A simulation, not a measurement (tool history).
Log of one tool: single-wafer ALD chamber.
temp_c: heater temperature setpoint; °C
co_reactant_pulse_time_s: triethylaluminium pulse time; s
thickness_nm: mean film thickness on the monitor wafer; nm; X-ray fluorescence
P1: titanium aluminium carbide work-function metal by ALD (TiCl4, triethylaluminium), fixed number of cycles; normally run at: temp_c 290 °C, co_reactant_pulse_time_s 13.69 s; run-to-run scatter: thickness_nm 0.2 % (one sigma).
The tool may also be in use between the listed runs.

run  hour  temp_c  co_reactant_pulse_time_s  hours since the last thermocouple change  hours since the last triethylaluminium bottle change  thickness_nm
  1   5.7     290                     13.69                                    1600.8                                                 212.9        1.9522
  2  10.8     290                     13.69                                    1605.9                                                   218        1.9565
  3  13.4     290                     13.69                                    1608.5                                                 220.6        1.9501
  4  17.6     313                       7.5                                    1612.7                                                 224.8        2.0144
  5  22.2     310                     20.26                                    1617.3                                                 229.4        2.1457
  6  27.2     272                      5.41                                    1622.3                                                 234.4        1.5359
  7  31.3     290                      20.6                                    1626.4                                                 238.5        1.9679
  8    35     290                     13.69                                    1630.1                                                 242.2        1.9507
  9  40.1     271                     13.69                                    1635.2                                                 247.3         1.786
 10  44.7     313                     13.69                                    1639.8                                                 251.9        2.1553
 11  49.8     290                      8.03                                    1644.9                                                   257        1.8412
 12  53.5     290                     13.69                                    1648.6                                                 260.7        1.9503
 13  58.8     290                     13.69                                    1653.9                                                   266        1.9344
 14  63.6     290                     13.69                                    1658.7                                                 270.8        1.9245
 15    69     290                     13.69                                    1664.1                                                 276.2        1.9169
 16  72.9     290                     13.69                                      1668                                                 280.1        1.9185
 17  78.5     290                     13.69                                    1673.6                                                 285.7        1.9139
 18  83.9     290                     13.69                                      1679                                                 291.1        1.9196

What P1 gives has crept away from where it was. These 2 causes fit the log equally well, each at the size given:
A: triethylaluminium dose below that of a fresh bottle (%) = 23.6
B: wafer temperature below the value expected at the setpoint (K) = 4.08
The creep began at about hour 53.5.

4 check runs are offered, one wafer each, their results left as question marks. Which one tells the causes apart?
check 1  89.3     280                     13.69                                                                                                             ?
check 2  89.3     272                     13.69                                                                                                             ?
check 3  89.3     313                     13.69                                                                                                             ?
check 4  89.3     290                      9.94                                                                                                             ?

What each check would give under each cause:
  check        result    if A    if B
check 1  thickness_nm  1.8291  1.8279
check 2  thickness_nm  1.7611   1.759
check 3  thickness_nm   2.115  2.1182
check 4  thickness_nm  1.8247  1.8694
How far apart the two closest causes lie, in the result that separates them most: check 1 0.06 %; check 2 0.12 %; check 3 0.15 %; check 4 2.42 %
Check 4 tells the causes apart: in the others they would give nearly the same result.

Check 4 was then run and gave: thickness_nm 1.8247 nm. Which cause is it?

It is A: triethylaluminium dose below that of a fresh bottle (%).
